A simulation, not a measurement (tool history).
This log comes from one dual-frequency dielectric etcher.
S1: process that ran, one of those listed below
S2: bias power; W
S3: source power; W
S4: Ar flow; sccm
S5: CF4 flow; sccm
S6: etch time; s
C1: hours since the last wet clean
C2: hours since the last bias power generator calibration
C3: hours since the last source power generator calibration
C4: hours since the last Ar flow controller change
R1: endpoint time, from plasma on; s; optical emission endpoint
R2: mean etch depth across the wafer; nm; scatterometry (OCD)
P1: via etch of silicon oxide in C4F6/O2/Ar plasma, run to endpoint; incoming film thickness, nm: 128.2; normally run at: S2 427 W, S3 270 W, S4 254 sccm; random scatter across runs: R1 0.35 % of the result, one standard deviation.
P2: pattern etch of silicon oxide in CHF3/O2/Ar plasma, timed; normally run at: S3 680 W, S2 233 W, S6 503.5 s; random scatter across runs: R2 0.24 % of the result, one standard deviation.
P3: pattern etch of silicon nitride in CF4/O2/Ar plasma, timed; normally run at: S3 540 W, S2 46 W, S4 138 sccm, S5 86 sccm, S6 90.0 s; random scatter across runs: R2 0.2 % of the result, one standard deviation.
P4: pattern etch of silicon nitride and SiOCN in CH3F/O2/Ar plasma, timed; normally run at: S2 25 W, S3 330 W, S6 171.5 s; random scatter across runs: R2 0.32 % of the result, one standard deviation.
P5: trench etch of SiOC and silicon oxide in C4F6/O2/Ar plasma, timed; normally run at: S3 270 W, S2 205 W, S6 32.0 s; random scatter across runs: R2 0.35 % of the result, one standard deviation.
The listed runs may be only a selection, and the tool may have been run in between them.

{"run": 1, "hour": 8.6, "S1": "P1", "S2": 427, "S3": 270, "S4": 254, "C1": 322.9, "C2": 959.2, "C3": 2358.2, "C4": 2430.0, "R1": 32.983}
{"run": 2, "hour": 14.8, "S1": "P3", "S2": 46, "S3": 320, "S4": 138, "S5": 86, "S6": 90.0, "C1": 329.1, "C2": 965.4, "C3": 2364.4, "C4": 2436.2, "R2": 101.63}
{"run": 3, "hour": 20.9, "S1": "P3", "S2": 46, "S3": 540, "S4": 138, "S5": 86, "S6": 61.0, "C1": 335.2, "C2": 971.5, "C3": 2370.5, "C4": 2442.3, "R2": 108.83}
{"run": 4, "hour": 30.5, "S1": "P3", "S2": 46, "S3": 540, "S4": 138, "S5": 58, "S6": 90.0, "C1": 344.8, "C2": 981.1, "C3": 2380.1, "C4": 2451.9, "R2": 150.91}
{"run": 5, "hour": 38.8, "S1": "P2", "S2": 233, "S3": 680, "S6": 503.5, "C1": 353.1, "C2": 989.4, "C3": 2388.4, "C4": 2460.2, "R2": 1122.0}
{"run": 6, "hour": 48.2, "S1": "P2", "S2": 233, "S3": 680, "S6": 503.5, "C1": 362.5, "C2": 998.8, "C3": 2397.8, "C4": 2469.6, "R2": 1121.2}
{"run": 7, "hour": 55.1, "S1": "P4", "S2": 25, "S3": 330, "S6": 119.0, "C1": 369.4, "C2": 1005.7, "C3": 2404.7, "C4": 2476.5, "R2": 15.906}
{"run": 8, "hour": 60.7, "S1": "P4", "S2": 34, "S3": 330, "S6": 171.5, "C1": 375.0, "C2": 1011.3, "C3": 2410.3, "C4": 2482.1, "R2": 26.548}
{"run": 9, "hour": 68.6, "S1": "P1", "S2": 427, "S3": 270, "S4": 254, "C1": 382.9, "C2": 1019.2, "C3": 2418.2, "C4": 2490.0, "R1": 32.864}
{"run": 10, "hour": 76.7, "S1": "P2", "S2": 233, "S3": 460, "S6": 503.5, "C1": 391.0, "C2": 1027.3, "C3": 2426.3, "C4": 2498.1, "R2": 969.59}
{"run": 11, "hour": 81.1, "S1": "P1", "S2": 427, "S3": 270, "S4": 161, "C1": 395.4, "C2": 1031.7, "C3": 2430.7, "C4": 2502.5, "R1": 31.289}
{"run": 12, "hour": 89.4, "S1": "P5", "S2": 205, "S3": 270, "S6": 44.5, "C1": 403.7, "C2": 1040.0, "C3": 2439.0, "C4": 2510.8, "R2": 79.579}
{"run": 13, "hour": 97.1, "S1": "P5", "S2": 266, "S3": 270, "S6": 32.0, "C1": 411.4, "C2": 1047.7, "C3": 2446.7, "C4": 2518.5, "R2": 61.615}
{"run": 14, "hour": 105.6, "S1": "P5", "S2": 205, "S3": 330, "S6": 32.0, "C1": 419.9, "C2": 1056.2, "C3": 2455.2, "C4": 2527.0, "R2": 61.238}
{"run": 15, "hour": 112.8, "S1": "P4", "S2": 25, "S3": 250, "S6": 171.5, "C1": 427.1, "C2": 1063.4, "C3": 2462.4, "C4": 2534.2, "R2": 20.905}
{"run": 16, "hour": 119.1, "S1": "P1", "S2": 427, "S3": 270, "S4": 254, "C1": 433.4, "C2": 1069.7, "C3": 2468.7, "C4": 2540.5, "R1": 33.015}
{"run": 17, "hour": 129.0, "S1": "P3", "S2": 46, "S3": 540, "S4": 107, "S5": 86, "S6": 90.0, "C1": 443.3, "C2": 1079.6, "C3": 2478.6, "C4": 2550.4, "R2": 166.01}
{"run": 18, "hour": 138.9, "S1": "P1", "S2": 427, "S3": 340, "S4": 254, "C1": 453.2, "C2": 1089.5, "C3": 2488.5, "C4": 2560.3, "R1": 30.324}
{"hour": 146.3, "done": "Ar flow controller replaced"}
{"run": 19, "hour": 147.0, "S1": "P5", "S2": 205, "S3": 270, "S6": 32.0, "C1": 461.3, "C2": 1097.6, "C3": 2496.6, "C4": 0.8, "R2": 56.694}
{"run": 20, "hour": 151.5, "S1": "P1", "S2": 427, "S3": 160, "S4": 254, "C1": 465.8, "C2": 1102.1, "C3": 2501.1, "C4": 5.3, "R1": 39.896}
{"run": 21, "hour": 157.0, "S1": "P3", "S2": 46, "S3": 540, "S4": 138, "S5": 86, "S6": 90.0, "C1": 471.3, "C2": 1107.6, "C3": 2506.6, "C4": 10.8, "R2": 159.14}
{"run": 22, "hour": 164.1, "S1": "P2", "S2": 178, "S3": 680, "S6": 503.5, "C1": 478.4, "C2": 1114.7, "C3": 2513.7, "C4": 17.9, "R2": 1019.4}
{"run": 23, "hour": 170.7, "S1": "P1", "S2": 320, "S3": 190, "S4": 254, "C1": 485.0, "C2": 1121.3, "C3": 2520.3, "C4": 24.5, "R1": 41.704}
{"run": 24, "hour": 177.0, "S1": "P4", "S2": 25, "S3": 330, "S6": 171.5, "C1": 491.3, "C2": 1127.6, "C3": 2526.6, "C4": 30.8, "R2": 22.914}
{"run": 25, "hour": 183.8, "S1": "P1", "S2": 351, "S3": 270, "S4": 166, "C1": 498.1, "C2": 1134.4, "C3": 2533.4, "C4": 37.6, "R1": 33.678}
{"run": 26, "hour": 189.9, "S1": "P2", "S2": 233, "S3": 680, "S6": 715.0, "C1": 504.2, "C2": 1140.5, "C3": 2539.5, "C4": 43.7, "R2": 1595.2}
{"run": 27, "hour": 196.2, "S1": "P1", "S2": 427, "S3": 270, "S4": 339, "C1": 510.5, "C2": 1146.8, "C3": 2545.8, "C4": 50.0, "R1": 33.927}
{"run": 28, "hour": 202.6, "S1": "P1", "S2": 251, "S3": 270, "S4": 254, "C1": 516.9, "C2": 1153.2, "C3": 2552.2, "C4": 56.4, "R1": 39.809}
{"run": 29, "hour": 209.9, "S1": "P1", "S2": 589, "S3": 270, "S4": 254, "C1": 524.2, "C2": 1160.5, "C3": 2559.5, "C4": 63.7, "R1": 29.176}
{"run": 30, "hour": 215.0, "S1": "P1", "S2": 427, "S3": 270, "S4": 254, "C1": 529.3, "C2": 1165.6, "C3": 2564.6, "C4": 68.8, "R1": 32.751}
{"run": 31, "hour": 224.4, "S1": "P4", "S2": 25, "S3": 330, "S6": 171.5, "C1": 538.7, "C2": 1175.0, "C3": 2574.0, "C4": 78.2, "R2": 22.788}
{"run": 32, "hour": 230.7, "S1": "P3", "S2": 59, "S3": 540, "S4": 138, "S5": 86, "S6": 90.0, "C1": 545.0, "C2": 1181.3, "C3": 2580.3, "C4": 84.5, "R2": 177.01}
{"run": 33, "hour": 237.2, "S1": "P1", "S2": 427, "S3": 220, "S4": 211, "C1": 551.5, "C2": 1187.8, "C3": 2586.8, "C4": 91.0, "R1": 34.712}
{"run": 34, "hour": 245.0, "S1": "P1", "S2": 427, "S3": 270, "S4": 254, "C1": 559.3, "C2": 1195.6, "C3": 2594.6, "C4": 98.8, "R1": 33.139}
{"run": 35, "hour": 250.0, "S1": "P1", "S2": 427, "S3": 270, "S4": 254, "C1": 564.3, "C2": 1200.6, "C3": 2599.6, "C4": 103.8, "R1": 32.937}
{"run": 36, "hour": 254.6, "S1": "P1", "S2": 427, "S3": 270, "S4": 254, "C1": 568.9, "C2": 1205.2, "C3": 2604.2, "C4": 108.4, "R1": 33.069}
{"run": 37, "hour": 263.6, "S1": "P1", "S2": 427, "S3": 270, "S4": 254, "C1": 577.9, "C2": 1214.2, "C3": 2613.2, "C4": 117.4, "R1": 33.358}
{"run": 38, "hour": 269.9, "S1": "P1", "S2": 427, "S3": 270, "S4": 254, "C1": 584.2, "C2": 1220.5, "C3": 2619.5, "C4": 123.7, "R1": 33.336}
{"run": 39, "hour": 276.3, "S1": "P1", "S2": 427, "S3": 270, "S4": 254, "C1": 590.6, "C2": 1226.9, "C3": 2625.9, "C4": 130.1, "R1": 33.652}
{"hour": 277.1, "done": "wet clean of the chamber"}
{"run": 40, "hour": 281.7, "S1": "P1", "S2": 427, "S3": 270, "S4": 254, "C1": 4.7, "C2": 1232.3, "C3": 2631.3, "C4": 135.5, "R1": 33.337}
{"run": 41, "hour": 287.9, "S1": "P1", "S2": 427, "S3": 270, "S4": 254, "C1": 10.9, "C2": 1238.5, "C3": 2637.5, "C4": 141.7, "R1": 33.391}
{"run": 42, "hour": 294.1, "S1": "P1", "S2": 427, "S3": 270, "S4": 254, "C1": 17.1, "C2": 1244.7, "C3": 2643.7, "C4": 147.9, "R1": 33.489}

What P1 gives has crept away from where it was. These 2 causes fit the log equally well, each at the size given:
A: bias power that arrives under what is set, % = 4.66
B: source power that arrives under what is set, % = 4.69
The creep began at about hour 250.0.
Ruled out, with reasons:
chamber walls in a state that lowers the etch rate, %: serviced at hour 277.1, which brought nothing back
Ar flow that arrives over what is set, %: cannot exceed 8; that much would move R1 by +0.9 %, which falls short of the creep or goes against it

Question marks stand in for the results of the 4 check runs listed below, each run on one wafer. Under which run would the listed causes show clearly different results?
{"run": "check 1", "hour": 300.3, "S1": "P3", "S2": 46, "S3": 540, "S4": 138, "S5": 86, "S6": 90.0, "R2": "?"}
{"run": "check 2", "hour": 300.3, "S1": "P2", "S2": 233, "S3": 680, "S6": 503.5, "R2": "?"}
{"run": "check 3", "hour": 300.3, "S1": "P5", "S2": 205, "S3": 270, "S6": 32.0, "R2": "?"}
{"run": "check 4", "hour": 300.3, "S1": "P4", "S2": 25, "S3": 330, "S6": 171.5, "R2": "?"}

Predicted outcomes, by check and by cause:
check=check_1 result=R2 if_A=157.100 if_B=153.530
check=check_2 result=R2 if_A=1101.300 if_B=1099.700
check=check_3 result=R2 if_A=55.928 if_B=55.787
check=check_4 result=R2 if_A=22.337 if_B=22.461
Minimum pairwise separation of causes per check, each pair taken at its best-separating result: check 1 2.3 %; check 2 0.15 %; check 3 0.25 %; check 4 0.55 %
The causes can be told apart only by check 1. The other checks would give nearly the same results under each of them.

Running check 1 produced the following: R2 153.160 nm. Which one of the listed causes fits?

Of the candidate causes, it is B: source power that arrives under what is set, %.
